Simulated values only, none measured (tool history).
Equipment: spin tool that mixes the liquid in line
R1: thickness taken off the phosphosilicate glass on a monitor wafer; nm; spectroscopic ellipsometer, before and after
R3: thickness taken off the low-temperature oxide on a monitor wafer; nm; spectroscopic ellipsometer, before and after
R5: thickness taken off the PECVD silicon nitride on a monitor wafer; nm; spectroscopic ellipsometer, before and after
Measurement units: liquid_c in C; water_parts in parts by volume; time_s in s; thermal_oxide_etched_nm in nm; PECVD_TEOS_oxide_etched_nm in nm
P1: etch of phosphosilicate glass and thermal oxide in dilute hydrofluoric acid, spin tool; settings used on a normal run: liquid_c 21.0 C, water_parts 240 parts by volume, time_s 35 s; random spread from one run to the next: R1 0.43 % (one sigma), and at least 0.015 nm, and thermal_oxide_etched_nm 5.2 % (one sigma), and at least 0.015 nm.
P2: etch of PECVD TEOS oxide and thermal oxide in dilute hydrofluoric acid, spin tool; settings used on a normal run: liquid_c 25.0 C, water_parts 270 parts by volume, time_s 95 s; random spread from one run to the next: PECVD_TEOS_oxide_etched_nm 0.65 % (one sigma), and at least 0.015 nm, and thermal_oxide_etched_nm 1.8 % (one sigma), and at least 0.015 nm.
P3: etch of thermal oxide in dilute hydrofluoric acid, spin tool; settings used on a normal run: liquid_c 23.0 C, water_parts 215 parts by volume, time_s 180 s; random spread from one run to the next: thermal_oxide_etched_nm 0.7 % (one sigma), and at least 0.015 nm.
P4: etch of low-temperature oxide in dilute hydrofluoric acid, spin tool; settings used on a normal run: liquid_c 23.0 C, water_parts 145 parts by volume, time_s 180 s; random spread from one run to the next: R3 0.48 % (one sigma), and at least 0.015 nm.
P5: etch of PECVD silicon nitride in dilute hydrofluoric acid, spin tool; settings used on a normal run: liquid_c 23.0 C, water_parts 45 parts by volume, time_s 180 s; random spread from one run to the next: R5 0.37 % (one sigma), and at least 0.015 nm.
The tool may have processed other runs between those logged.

run 1 hour=8.3 | process=P1 liquid_c=21.0 water_parts=240 time_s=35 | R1=9.3434 thermal_oxide_etched_nm=0.53204
run 2 hour=16.6 | process=P1 liquid_c=21.0 water_parts=240 time_s=35 | R1=9.3558 thermal_oxide_etched_nm=0.56558
run 3 hour=27.9 | process=P4 liquid_c=23.0 water_parts=240 time_s=180 | R3=6.4150
run 4 hour=34.0 | process=P2 liquid_c=25.0 water_parts=115 time_s=95 | thermal_oxide_etched_nm=3.95530 PECVD_TEOS_oxide_etched_nm=11.634
run 5 hour=46.3 | process=P1 liquid_c=21.0 water_parts=240 time_s=35 | R1=9.2744 thermal_oxide_etched_nm=0.52877
run 6 hour=57.0 | process=P3 liquid_c=23.0 water_parts=215 time_s=300 | thermal_oxide_etched_nm=5.36030
run 7 hour=63.1 | process=P1 liquid_c=29.0 water_parts=345 time_s=35 | R1=7.7224 thermal_oxide_etched_nm=0.44119
run 8 hour=71.0 | process=P2 liquid_c=29.5 water_parts=270 time_s=95 | thermal_oxide_etched_nm=1.62000 PECVD_TEOS_oxide_etched_nm=4.849
run 9 hour=78.5 | process=P5 liquid_c=23.0 water_parts=45 time_s=340 | R5=37.656
run 10 hour=85.0 | process=P3 liquid_c=23.0 water_parts=215 time_s=180 | thermal_oxide_etched_nm=3.27790
run 11 hour=93.0 | process=P1 liquid_c=21.0 water_parts=410 time_s=35 | R1=4.6875 thermal_oxide_etched_nm=0.27879
run 12 hour=101.4 | process=P3 liquid_c=23.0 water_parts=215 time_s=180 | thermal_oxide_etched_nm=3.23290
run 13 hour=113.9 | process=P1 liquid_c=21.0 water_parts=240 time_s=35 | R1=9.4132 thermal_oxide_etched_nm=0.49556
run 14 hour=127.3 | process=P5 liquid_c=23.0 water_parts=45 time_s=180 | R5=19.930
run 15 hour=136.5 | process=P1 liquid_c=17.0 water_parts=335 time_s=35 | R1=5.3062 thermal_oxide_etched_nm=0.28523
run 16 hour=146.2 | process=P1 liquid_c=21.0 water_parts=80 time_s=35 | R1=33.3820 thermal_oxide_etched_nm=1.87600
run 17 hour=156.6 | process=P4 liquid_c=17.0 water_parts=145 time_s=180 | R3=9.2852
run 18 hour=168.7 | process=P1 liquid_c=21.0 water_parts=240 time_s=15 | R1=3.9893 thermal_oxide_etched_nm=0.21840
run 19 hour=178.1 | process=P2 liquid_c=25.0 water_parts=270 time_s=95 | thermal_oxide_etched_nm=1.40290 PECVD_TEOS_oxide_etched_nm=4.170
run 20 hour=184.5 | process=P1 liquid_c=17.0 water_parts=240 time_s=35 | R1=7.9605 thermal_oxide_etched_nm=0.41457
run 21 hour=192.6 | process=P3 liquid_c=27.0 water_parts=215 time_s=180 | thermal_oxide_etched_nm=3.75330
run 22 hour=202.7 | process=P3 liquid_c=23.0 water_parts=50 time_s=180 | thermal_oxide_etched_nm=16.94700
run 23 hour=212.0 | process=P1 liquid_c=21.0 water_parts=240 time_s=35 | R1=9.2916 thermal_oxide_etched_nm=0.54838
run 24 hour=223.1 | process=P5 liquid_c=23.0 water_parts=45 time_s=180 | R5=19.814
run 25 hour=230.7 | process=P1 liquid_c=21.0 water_parts=240 time_s=35 | R1=9.3788 thermal_oxide_etched_nm=0.52468
run 26 hour=238.2 | process=P4 liquid_c=23.0 water_parts=145 time_s=180 | R3=11.7910
run 27 hour=249.7 | process=P1 liquid_c=26.5 water_parts=240 time_s=65 | R1=21.2060 thermal_oxide_etched_nm=1.12510

Run 28 has not been measured yet. What should we expect?
run 28 hour=260.1 | process=P5 liquid_c=17.0 water_parts=45 time_s=180 | R5=?

Run 28 came out at R5 13.078 nm.
